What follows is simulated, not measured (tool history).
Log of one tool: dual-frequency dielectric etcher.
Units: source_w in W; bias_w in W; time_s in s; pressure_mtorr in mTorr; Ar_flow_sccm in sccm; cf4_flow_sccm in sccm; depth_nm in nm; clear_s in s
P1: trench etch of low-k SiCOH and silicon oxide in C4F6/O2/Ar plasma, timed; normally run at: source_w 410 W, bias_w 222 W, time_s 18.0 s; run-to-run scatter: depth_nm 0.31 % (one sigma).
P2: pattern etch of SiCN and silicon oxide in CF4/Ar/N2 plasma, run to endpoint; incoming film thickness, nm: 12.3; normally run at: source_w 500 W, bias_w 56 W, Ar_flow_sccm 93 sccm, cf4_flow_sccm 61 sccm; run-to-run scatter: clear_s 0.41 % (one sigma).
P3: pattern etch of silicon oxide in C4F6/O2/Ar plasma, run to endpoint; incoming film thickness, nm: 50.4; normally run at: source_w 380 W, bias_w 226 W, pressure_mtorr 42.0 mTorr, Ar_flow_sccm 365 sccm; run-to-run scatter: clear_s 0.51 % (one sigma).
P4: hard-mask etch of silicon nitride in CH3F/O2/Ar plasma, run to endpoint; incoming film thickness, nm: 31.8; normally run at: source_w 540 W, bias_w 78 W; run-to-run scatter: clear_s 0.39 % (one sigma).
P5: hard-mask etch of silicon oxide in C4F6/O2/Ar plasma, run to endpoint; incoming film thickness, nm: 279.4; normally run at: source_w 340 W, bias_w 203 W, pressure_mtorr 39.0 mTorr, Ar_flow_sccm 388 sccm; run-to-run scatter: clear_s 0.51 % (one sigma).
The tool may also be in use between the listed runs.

run     day  process  source_w  bias_w  time_s  pressure_mtorr  Ar_flow_sccm  cf4_flow_sccm  hours since the last wet clean  hours since the last source power generator calibration  hours since the last bias power generator calibration  depth_nm  clear_s
  1   0.408       P1       410     222    18.0                                                                        271.9                                                   3135.4                                                 1797.5    59.769
  2   0.775       P1       410     222    18.0                                                                        280.7                                                   3144.2                                                 1806.3    60.062
  3   1.246       P3       380     153                    42.0           365                                          292.0                                                   3155.5                                                 1817.6             18.398
  4   1.525       P1       410     222    18.0                                                                        298.7                                                   3162.2                                                 1824.3    60.006
  5   1.938       P1       410     281    18.0                                                                        308.6                                                   3172.1                                                 1834.2    64.861
  6   2.275       P3       380     226                    42.0           365                                          316.7                                                   3180.2                                                 1842.3             16.288
  7   2.654       P5       340     270                    39.0           388                                          325.8                                                   3189.3                                                 1851.4             89.626
  8   2.967       P3       500     226                    42.0           365                                          333.3                                                   3196.8                                                 1858.9             14.569
  9   3.346       P1       480     222    18.0                                                                        342.4                                                   3205.9                                                 1868.0    63.923
 10   3.667       P1       410     285    24.0                                                                        350.1                                                   3213.6                                                 1875.7    87.285
 11   4.167       P3       380     226                    50.0           365                                          362.1                                                   3225.6                                                 1887.7             16.391
 12   4.608       P1       410     222    18.0                                                                        372.7                                                   3236.2                                                 1898.3    60.069
 13   5.100       P1       410     137    18.0                                                                        384.5                                                   3248.0                                                 1910.1    51.476
 14   5.392       P4       540      78                                                                                391.5                                                   3255.0                                                 1917.1             39.284
 15   5.767       P2       500      56                                    93             61                           400.5                                                   3264.0                                                 1926.1             14.329
 16   6.142       P5       340     203                    39.0           243                                          409.5                                                   3273.0                                                 1935.1             94.522
 17   6.604       P2       500      71                                    93             61                           420.6                                                   3284.1                                                 1946.2             13.150
 18   7.075       P4       350      78                                                                                431.9                                                   3295.4                                                 1957.5             46.734
 19   7.446       P2       630      56                                    93             61                           440.8                                                   3304.3                                                 1966.4             11.545
 20   7.804       P2       500      56                                    93             75                           449.4                                                   3312.9                                                 1975.0             13.791
 21   8.042       P3       380     226                    42.0           365                                          455.1                                                   3318.6                                                 1980.7             16.114
 22   8.346       P1       410     222    26.0                                                                        462.4                                                   3325.9                                                 1988.0    86.760
 23   8.704       P1       410     222    11.5                                                                        471.0                                                   3334.5                                                 1996.6    38.288
 24   8.933       P1       310     222    18.0                                                                        476.5                                                   3340.0                                                 2002.1    53.722
 25   9.192       P2       500      56                                    93             61                           482.7                                                   3346.2                                                 2008.3             14.290
 26   9.496       P4       540     110                                                                                490.0                                                   3353.5                                                 2015.6             35.115
 27   9.962       P5       340     203                    39.0           388                                          501.2                                                   3364.7                                                 2026.8             98.387
 28  10.250       P3       380     226                    42.0           298                                          508.1                                                   3371.6                                                 2033.7             15.722
 29  10.546       P5       240     203                    39.0           388                                          515.2                                                   3378.7                                                 2040.8            113.020
 30  11.050       P2       500      56                                    56             61                           527.3                                                   3390.8                                                 2052.9             13.113
 31  11.354       P5       340     203                    25.5           388                                          534.6                                                   3398.1                                                 2060.2             94.004
 32  11.588       P1       410     222    18.0                                                                        540.2                                                   3403.7                                                 2065.8    59.697
 33  12.075       P1       410     222    18.0                                                                        551.9                                                   3415.4                                                 2077.5    60.149
 34  12.475       P1       410     222    18.0                                                                        561.5                                                   3425.0                                                 2087.1    61.013
 35  12.971       P1       410     222    18.0                                                                        573.4                                                   3436.9                                                 2099.0    60.460
 36  13.283       P1       410     222    18.0                                                                        580.9                                                   3444.4                                                 2106.5    61.007
 37  13.717       P1       410     222    18.0                                                                        591.3                                                   3454.8                                                 2116.9    60.964
 38  14.133       P1       410     222    18.0                                                                        601.3                                                   3464.8                                                 2126.9    60.969
 39  14.496       P1       410     222    18.0                                                                        610.0                                                   3473.5                                                 2135.6    60.848
     14.708  -- wet clean of the chamber
 40  14.954       P1       410     222    18.0                                                                          5.9                                                   3484.5                                                 2146.6    60.937
 41  15.346       P1       410     222    18.0                                                                         15.3                                                   3493.9                                                 2156.0    60.792
 42  15.758       P1       410     222    18.0                                                                         25.2                                                   3503.8                                                 2165.9    60.752

What P1 gives has crept away from where it was. These 2 causes fit the log equally well, each at the size given:
A: bias power that arrives over what is set, % = 4.81
B: source power that arrives over what is set, % = 4.12
The creep began at about day 11.588.
Why every other cause is out:
chamber walls in a state that raises the etch rate, %: serviced at day 14.708, which brought nothing back

4 check runs are offered, each on 2 wafers whose results are averaged, their results left as question marks. Which one tells the causes apart?
check 1  16.171       P3       440     226                    42.0           365                                                                                                                                                                                 ?
check 2  16.171       P2       500      56                                    77             70                                                                                                                                                                  ?
check 3  16.171       P5       280     239                    39.0           388                                                                                                                                                                                 ?
check 4  16.171       P4       350      96                                                                                                                                                                                                                       ?

What each check would give under each cause:
  check   result    if A    if B
check 1  clear_s  15.046  15.046
check 2  clear_s  13.319  13.032
check 3  clear_s  99.230  99.309
check 4  clear_s  42.396  42.494
How far apart the two closest causes lie, in the result that separates them most: check 1 0 %; check 2 2.18 %; check 3 0.08 %; check 4 0.23 %
Check 2 tells the causes apart: in the others they would give nearly the same result.

Then check 2 was run and gave: clear_s 13.057 s. Which cause is it?

It is B: source power that arrives over what is set, %.

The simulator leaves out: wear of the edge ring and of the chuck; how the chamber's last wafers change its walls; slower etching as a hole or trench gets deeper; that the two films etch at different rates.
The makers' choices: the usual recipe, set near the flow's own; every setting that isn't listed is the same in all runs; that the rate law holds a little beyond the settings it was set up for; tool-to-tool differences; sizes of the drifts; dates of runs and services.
